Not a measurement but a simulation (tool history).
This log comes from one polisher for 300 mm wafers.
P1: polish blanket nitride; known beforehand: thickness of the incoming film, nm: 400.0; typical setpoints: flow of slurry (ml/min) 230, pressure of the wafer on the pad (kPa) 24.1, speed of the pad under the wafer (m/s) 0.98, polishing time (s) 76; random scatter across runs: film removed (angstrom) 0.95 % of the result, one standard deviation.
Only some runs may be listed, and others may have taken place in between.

run,day,flow of slurry (ml/min),pressure of the wafer on the pad (kPa),speed of the pad under the wafer (m/s),polishing time (s),film removed (angstrom)
1,0.338,230,24.1,0.98,76,1014.7
2,0.758,230,37.2,0.98,76,1536
3,1.162,325,24.1,1.22,76,1257.9
4,1.421,230,24.1,0.98,121,1601.7
5,1.846,140,24.1,0.98,76,955.27
6,2.121,230,24.1,0.98,76,1000.4
7,2.4,230,24.1,0.54,76,637.31
8,2.633,230,24.1,0.98,51,685.01
9,2.908,230,24.1,0.98,76,990.72
10,3.342,295,33.1,0.98,76,1426.1
11,3.683,230,24.1,0.98,76,1010.8
12,3.942,230,24.1,0.98,76,1004.5

Expected results for the next run?
13,4.196,230,24.1,0.98,76,?

{"run 13": {"film removed (angstrom)": 1009.4}}

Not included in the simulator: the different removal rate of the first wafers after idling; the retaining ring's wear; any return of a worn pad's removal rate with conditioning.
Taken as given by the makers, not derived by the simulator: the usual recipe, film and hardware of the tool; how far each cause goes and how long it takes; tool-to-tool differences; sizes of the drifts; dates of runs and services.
